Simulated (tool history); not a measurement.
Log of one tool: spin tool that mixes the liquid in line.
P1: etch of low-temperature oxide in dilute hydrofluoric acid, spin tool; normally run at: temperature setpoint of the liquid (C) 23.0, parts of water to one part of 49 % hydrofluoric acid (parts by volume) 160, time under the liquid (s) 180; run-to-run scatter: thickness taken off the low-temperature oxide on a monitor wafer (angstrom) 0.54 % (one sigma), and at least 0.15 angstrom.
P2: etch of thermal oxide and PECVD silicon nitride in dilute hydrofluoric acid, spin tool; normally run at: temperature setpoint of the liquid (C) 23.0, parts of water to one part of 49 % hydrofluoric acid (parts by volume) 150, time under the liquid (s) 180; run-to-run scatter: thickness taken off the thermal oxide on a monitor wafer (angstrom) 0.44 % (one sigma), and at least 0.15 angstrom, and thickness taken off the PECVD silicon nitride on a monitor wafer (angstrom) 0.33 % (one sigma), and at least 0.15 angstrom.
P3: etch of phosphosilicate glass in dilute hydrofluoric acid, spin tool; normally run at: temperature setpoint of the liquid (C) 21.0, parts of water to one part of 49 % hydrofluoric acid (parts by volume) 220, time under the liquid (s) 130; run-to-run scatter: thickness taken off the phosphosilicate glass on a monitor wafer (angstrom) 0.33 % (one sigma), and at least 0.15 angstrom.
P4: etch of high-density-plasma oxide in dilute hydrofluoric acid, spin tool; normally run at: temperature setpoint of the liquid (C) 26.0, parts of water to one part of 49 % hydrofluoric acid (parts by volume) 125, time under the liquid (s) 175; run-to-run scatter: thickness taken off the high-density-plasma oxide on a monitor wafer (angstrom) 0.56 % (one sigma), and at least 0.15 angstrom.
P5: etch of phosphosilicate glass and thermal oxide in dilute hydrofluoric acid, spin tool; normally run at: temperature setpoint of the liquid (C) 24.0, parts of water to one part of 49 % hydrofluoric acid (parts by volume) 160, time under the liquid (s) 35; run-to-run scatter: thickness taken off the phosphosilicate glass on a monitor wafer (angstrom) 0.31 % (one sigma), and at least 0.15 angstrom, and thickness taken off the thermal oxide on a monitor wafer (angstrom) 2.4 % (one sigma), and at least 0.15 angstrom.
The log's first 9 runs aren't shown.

run	hour	process that ran	temperature setpoint of the liquid (C)	parts of water to one part of 49 % hydrofluoric acid (parts by volume)	time under the liquid (s)	hours since the thermometer was replaced	hours since the hydrofluoric acid flow meter was replaced	thickness taken off the low-temperature oxide on a monitor wafer (angstrom)	thickness taken off the phosphosilicate glass on a monitor wafer (angstrom)	thickness taken off the high-density-plasma oxide on a monitor wafer (angstrom)	thickness taken off the thermal oxide on a monitor wafer (angstrom)	thickness taken off the PECVD silicon nitride on a monitor wafer (angstrom)
10	116.0	P4	26.0	125	175	273.5	418.0			77.671		
11	125.3	P1	23.0	40	180	282.8	427.3	1018.200				
12	136.8	P1	19.0	160	35	294.3	438.8	36.462				
13	153.3	P4	26.0	125	175	310.8	455.3			78.187		
14	169.3	P2	23.0	245	180	326.8	471.3				29.505	39.740
15	183.9	P3	21.0	220	130	341.4	485.9		475.58			
16	198.3	P3	17.0	220	130	355.8	500.3		409.81			
17	206.8	P1	19.0	55	180	364.3	508.8	609.270				
18	223.2	P1	23.0	160	180	380.7	525.2	218.720				
19	237.9	P5	30.0	160	35	395.4	539.9		406.69		12.091	
20	245.8	P4	26.0	175	175	403.3	547.8			52.984		
21	259.0	P1	28.5	160	180	416.5	561.0	269.370				
22	271.7	P3	21.0	220	130	429.2	573.7		474.82			
23	279.9	P2	23.0	150	180	437.4	581.9				53.410	64.458
24	287.4	P1	23.0	160	345	444.9	589.4	422.480				
25	301.3	P2	30.0	150	180	458.8	603.3				69.365	99.682

Forecast run 26:
26	311.0	P1	23.0	160	180	468.5	613.0	?				

{"run 26": {"thickness taken off the low-temperature oxide on a monitor wafer (angstrom)": 218.22}}
